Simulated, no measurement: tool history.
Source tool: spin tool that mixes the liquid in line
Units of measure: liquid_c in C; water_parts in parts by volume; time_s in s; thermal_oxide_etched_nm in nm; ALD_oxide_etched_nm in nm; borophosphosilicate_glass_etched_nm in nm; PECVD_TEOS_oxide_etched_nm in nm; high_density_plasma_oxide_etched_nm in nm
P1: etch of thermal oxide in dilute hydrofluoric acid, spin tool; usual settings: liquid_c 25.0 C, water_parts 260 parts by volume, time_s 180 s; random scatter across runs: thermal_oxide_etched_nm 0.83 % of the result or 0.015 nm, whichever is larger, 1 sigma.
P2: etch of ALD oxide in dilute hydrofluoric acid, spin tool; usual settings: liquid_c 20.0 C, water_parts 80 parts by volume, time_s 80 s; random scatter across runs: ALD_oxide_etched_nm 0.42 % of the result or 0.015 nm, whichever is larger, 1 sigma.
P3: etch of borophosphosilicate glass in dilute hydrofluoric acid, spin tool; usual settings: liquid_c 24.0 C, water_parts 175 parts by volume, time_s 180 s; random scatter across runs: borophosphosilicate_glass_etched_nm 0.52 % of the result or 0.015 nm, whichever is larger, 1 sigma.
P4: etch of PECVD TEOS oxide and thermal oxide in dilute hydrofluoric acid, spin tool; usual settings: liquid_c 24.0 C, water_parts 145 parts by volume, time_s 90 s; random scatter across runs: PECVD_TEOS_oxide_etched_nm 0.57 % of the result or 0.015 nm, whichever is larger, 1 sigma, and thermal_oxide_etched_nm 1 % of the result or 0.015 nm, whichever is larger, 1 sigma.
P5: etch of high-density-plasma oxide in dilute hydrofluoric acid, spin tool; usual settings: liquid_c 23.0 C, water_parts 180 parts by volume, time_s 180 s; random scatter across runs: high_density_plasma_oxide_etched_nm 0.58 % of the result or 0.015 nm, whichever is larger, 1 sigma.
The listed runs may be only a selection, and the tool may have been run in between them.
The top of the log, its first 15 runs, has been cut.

run,hour,process,liquid_c,water_parts,time_s,hours since the thermometer was replaced,hours since the hydrofluoric acid flow meter was replaced,thermal_oxide_etched_nm,ALD_oxide_etched_nm,borophosphosilicate_glass_etched_nm,PECVD_TEOS_oxide_etched_nm,high_density_plasma_oxide_etched_nm
16,72.6,P4,24.0,145,90,308.8,452.1,2.6651,,,10.3490,
17,79.1,P5,30.0,180,180,315.3,458.6,,,,,6.3024
18,85.6,P2,25.5,80,80,321.8,465.1,,24.4860,,,
19,89.3,P4,24.0,145,35,325.5,468.8,1.0305,,,4.0167,
20,95.7,P1,25.0,260,180,331.9,475.2,2.7886,,,,
21,101.8,P5,23.0,180,180,338.0,481.3,,,,,4.8314
22,106.0,P1,25.0,260,180,342.2,485.5,2.7602,,,,
23,112.3,P1,25.0,260,310,348.5,491.8,4.7288,,,,
24,115.8,P3,24.0,175,180,352.0,495.3,,,27.991,,

Run 25 has not been measured yet. What should we expect?
25,120.1,P2,20.0,20,80,356.3,499.6,,?,,,

Run 25 gave ALD_oxide_etched_nm 84.8080 nm.
